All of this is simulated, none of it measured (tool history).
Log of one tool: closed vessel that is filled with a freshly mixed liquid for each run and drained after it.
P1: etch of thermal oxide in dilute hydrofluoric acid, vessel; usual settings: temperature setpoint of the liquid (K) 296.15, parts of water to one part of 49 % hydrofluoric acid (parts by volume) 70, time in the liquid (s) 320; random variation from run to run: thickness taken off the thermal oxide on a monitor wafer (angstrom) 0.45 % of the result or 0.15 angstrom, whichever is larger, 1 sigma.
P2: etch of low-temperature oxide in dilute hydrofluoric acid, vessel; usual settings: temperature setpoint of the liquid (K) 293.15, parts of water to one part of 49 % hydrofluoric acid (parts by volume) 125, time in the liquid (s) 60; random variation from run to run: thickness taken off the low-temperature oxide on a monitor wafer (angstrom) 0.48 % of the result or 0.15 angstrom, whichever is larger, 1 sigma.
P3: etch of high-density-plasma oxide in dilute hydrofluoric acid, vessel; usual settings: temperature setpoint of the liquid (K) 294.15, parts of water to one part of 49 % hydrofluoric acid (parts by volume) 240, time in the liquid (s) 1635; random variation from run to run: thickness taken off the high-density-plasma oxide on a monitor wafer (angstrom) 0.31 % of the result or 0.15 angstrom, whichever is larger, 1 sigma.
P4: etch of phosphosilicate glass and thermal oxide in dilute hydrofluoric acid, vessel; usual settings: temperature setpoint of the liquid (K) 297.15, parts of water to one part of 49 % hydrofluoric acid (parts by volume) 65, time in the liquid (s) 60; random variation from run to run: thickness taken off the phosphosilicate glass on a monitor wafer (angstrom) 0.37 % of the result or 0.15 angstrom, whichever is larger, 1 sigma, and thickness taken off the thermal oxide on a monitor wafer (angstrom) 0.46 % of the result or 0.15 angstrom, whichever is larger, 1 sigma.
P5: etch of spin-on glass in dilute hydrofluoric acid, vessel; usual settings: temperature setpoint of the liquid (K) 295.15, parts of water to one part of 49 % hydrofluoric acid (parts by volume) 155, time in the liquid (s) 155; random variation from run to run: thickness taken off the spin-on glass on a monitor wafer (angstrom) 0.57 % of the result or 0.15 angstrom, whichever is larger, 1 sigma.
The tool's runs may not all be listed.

run   hour  process that ran  temperature setpoint of the liquid (K)  parts of water to one part of 49 % hydrofluoric acid (parts by volume)  time in the liquid (s)  thickness taken off the thermal oxide on a monitor wafer (angstrom)  thickness taken off the low-temperature oxide on a monitor wafer (angstrom)  thickness taken off the phosphosilicate glass on a monitor wafer (angstrom)  thickness taken off the spin-on glass on a monitor wafer (angstrom)  thickness taken off the high-density-plasma oxide on a monitor wafer (angstrom)
  1    9.7                P1                                  296.15                                                                      70                     320                                                               226.26
  2   16.4                P1                                  296.15                                                                      70                     590                                                               418.05
  3   23.9                P1                                  296.15                                                                      70                     320                                                               226.87
  4     30                P2                                  293.15                                                                      55                      60                                                                                                                                            227.73
  5   37.6                P4                                  301.65                                                                      65                      60                                                               54.639                                                                                                                                                    2296.1
  6   43.8                P1                                  296.15                                                                      25                     320                                                               673.99
  7   51.6                P2                                  293.15                                                                     125                      60                                                                                                                                            92.068
  8   61.5                P1                                  296.15                                                                      70                     320                                                                224.3
  9   67.9                P1                                  296.15                                                                      70                     320                                                               225.98
 10     75                P5                                  295.15                                                                     155                     155                                                                                                                                                                                                                                                                                              258.81
 11   84.5                P4                                  297.15                                                                      65                      30                                                               23.149                                                                                                                                                    965.32
 12   90.2                P3                                  294.15                                                                     240                    1635                                                                                                                                                                                                                                                                                                                                                                               348.72
 13   95.7                P2                                  293.15                                                                     125                      95                                                                                                                                            146.65
 14  102.4                P4                                  297.15                                                                      65                      60                                                                45.96                                                                                                                                                    1920.1
     102.9  -- hydrofluoric acid flow meter replaced
 15    111                P1                                  290.15                                                                      70                     320                                                               175.37
 16  116.9                P2                                  290.15                                                                     125                      60                                                                                                                                            82.206
 17  124.1                P1                                  296.15                                                                      95                     320                                                               161.95
 18  133.2                P5                                  295.15                                                                      85                     155                                                                                                                                                                                                                                                                                              510.58
 19  140.2                P3                                  294.15                                                                     440                    1635                                                                                                                                                                                                                                                                                                                                                                               159.92
 20  146.9                P3                                  290.15                                                                     240                    1635                                                                                                                                                                                                                                                                                                                                                                               301.44
 21  151.5                P4                                  297.15                                                                      30                      60                                                               103.71                                                                                                                                                    4366.6
 22  158.3                P1                                  302.65                                                                      70                      90                                                               81.715
 23  166.5                P1                                  299.65                                                                     110                     320                                                               156.25
 24  172.5                P1                                  296.15                                                                      70                     320                                                               225.94
 25  180.4                P4                                  297.15                                                                      65                      60                                                               45.484                                                                                                                                                    1921.4
 26    189                P1                                  290.15                                                                      95                     320                                                               127.23
 27  193.6                P3                                  294.15                                                                     240                    3110                                                                                                                                                                                                                                                                                                                                                                               667.45
 28  200.2                P5                                  290.15                                                                     155                     155                                                                                                                                                                                                                                                                                              214.22
 29  208.6                P5                                  295.15                                                                     155                     260                                                                                                                                                                                                                                                                                              437.49
 30  214.4                P1                                  300.15                                                                      70                     320                                                               265.54
 31    223                P1                                  296.15                                                                      70                      40                                                               28.562

Forecast run 32:
 32  227.5                P1                                  296.15                                                                      70                     320                                                                    ?

Run 32 gave thickness taken off the thermal oxide on a monitor wafer (angstrom) 225.6.
